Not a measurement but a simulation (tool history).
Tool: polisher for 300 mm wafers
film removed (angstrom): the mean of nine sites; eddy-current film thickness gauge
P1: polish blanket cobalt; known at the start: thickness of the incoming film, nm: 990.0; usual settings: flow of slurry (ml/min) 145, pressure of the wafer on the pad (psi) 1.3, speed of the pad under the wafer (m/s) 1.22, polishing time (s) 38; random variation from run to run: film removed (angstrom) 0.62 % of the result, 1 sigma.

run	day	flow of slurry (ml/min)	pressure of the wafer on the pad (psi)	speed of the pad under the wafer (m/s)	polishing time (s)	film removed (angstrom)
1	0.304	145	1.3	1.22	38	1447.1
2	0.492	145	1.3	1.22	38	1457.9
3	0.654	145	0.6	1.22	38	669.63
4	1.017	145	1.3	1.76	38	2088.8
5	1.183	85	1.3	1.22	38	1282.4
6	1.521	205	1.6	1.22	38	1899.6
7	1.854	145	1.9	1.22	38	2106.9
# day 1.929: slurry nozzle cleaned
8	2.162	145	1.3	1.22	38	1456.8
9	2.496	145	1.3	1.54	22	1072.5
10	2.8	145	1.3	1.22	38	1449.5
# day 2.871: worn pad replaced by a new one
11	3.1	145	1.3	1.22	55	2110
12	3.292	145	1.3	0.58	38	691.82
13	3.542	200	1.3	1.22	38	1529.4
14	3.9	145	1.3	1.22	19	720.66
15	4.121	145	1.8	1.22	53	2804.2
16	4.333	145	1.3	1.22	38	1443.6
17	4.612	145	1.3	1.22	38	1402

Forecast run 18:
18	4.954	145	1.3	1.22	38	?

Run 18 gave film removed (angstrom) 1356.5.
